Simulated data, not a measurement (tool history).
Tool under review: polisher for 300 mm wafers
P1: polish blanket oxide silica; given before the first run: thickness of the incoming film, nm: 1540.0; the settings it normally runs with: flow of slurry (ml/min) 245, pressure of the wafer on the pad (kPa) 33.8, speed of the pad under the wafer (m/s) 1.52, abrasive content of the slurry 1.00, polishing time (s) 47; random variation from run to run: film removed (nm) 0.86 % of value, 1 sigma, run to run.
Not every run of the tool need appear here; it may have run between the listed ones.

run   hour  flow of slurry (ml/min)  pressure of the wafer on the pad (kPa)  speed of the pad under the wafer (m/s)  abrasive content of the slurry  polishing time (s)  wafers polished on this pad  hours since the slurry nozzle was cleaned  hours since the head pressure was calibrated  hours since the slurry blender was calibrated  hours since the conditioning disc was replaced  film removed (nm)
  1   13.1                      245                                    33.8                                    1.52                            1.00                  47                          207                                      454.3                                         137.3                                           69.5                                           137.4            199.950
  2   23.8                      245                                    33.8                                    1.52                            1.35                  47                          322                                      465.0                                         148.0                                           80.2                                           148.1            227.330
  3   29.9                      375                                    33.8                                    1.52                            1.00                  47                          387                                      471.1                                         154.1                                           86.3                                           154.2            209.420
      40.4  -- slurry blender recalibrated
  4   41.1                      245                                    46.2                                    1.52                            1.00                  27                          507                                      482.3                                         165.3                                            0.7                                           165.4            158.750
  5   52.8                      245                                    33.8                                    1.52                            1.00                  47                          633                                      494.0                                         177.0                                           12.4                                           177.1            202.290
  6   61.5                      245                                    33.8                                    1.52                            1.00                  47                          726                                      502.7                                         185.7                                           21.1                                           185.8            203.100
  7   72.0                      320                                    21.4                                    1.52                            1.00                  47                          838                                      513.2                                         196.2                                           31.6                                           196.3            130.240
  8   83.2                      245                                    33.8                                    1.52                            0.55                  47                          958                                      524.4                                         207.4                                           42.8                                           207.5            147.220
  9   94.3                      245                                    52.4                                    1.52                            1.00                  47                         1077                                      535.5                                         218.5                                           53.9                                           218.6            311.980
 10  103.8                      155                                    33.8                                    1.52                            1.00                  36                         1179                                      545.0                                         228.0                                           63.4                                           228.1            146.380
 11  113.4                      245                                    33.8                                    1.52                            1.00                  23                         1282                                      554.6                                         237.6                                           73.0                                           237.7             97.048
 12  122.6                      245                                    33.8                                    0.70                            1.00                  47                         1380                                      563.8                                         246.8                                           82.2                                           246.9            108.810
 13  130.1                      245                                    33.8                                    1.52                            1.00                  47                         1461                                      571.3                                         254.3                                           89.7                                           254.4            204.660
 14  137.8                      245                                    33.8                                    1.52                            1.00                  59                         1543                                      579.0                                         262.0                                           97.4                                           262.1            257.130
 15  149.2                      245                                    33.8                                    2.00                            1.00                  47                         1665                                      590.4                                         273.4                                          108.8                                           273.5            247.090
 16  157.4                      245                                    15.2                                    1.52                            1.00                  47                         1753                                      598.6                                         281.6                                          117.0                                           281.7             90.968
 17  168.3                      180                                    33.8                                    1.52                            1.00                  47                         1870                                      609.5                                         292.5                                          127.9                                           292.6            193.700
 18  174.4                      245                                    33.8                                    1.52                            1.00                  47                         1935                                      615.6                                         298.6                                          134.0                                           298.7            200.910
 19  182.7                      245                                    33.8                                    1.52                            1.00                  47                         2024                                      623.9                                         306.9                                          142.3                                           307.0            194.850
 20  192.2                      245                                    33.8                                    1.52                            1.00                  47                         2126                                      633.4                                         316.4                                          151.8                                           316.5            189.570

Predict the results of run 21:
 21  199.0                      245                                    33.8                                    1.52                            1.00                  47                         2199                                      640.2                                         323.2                                          158.6                                           323.3                  ?

{"run 21": {"film removed (nm)": 185.16}}
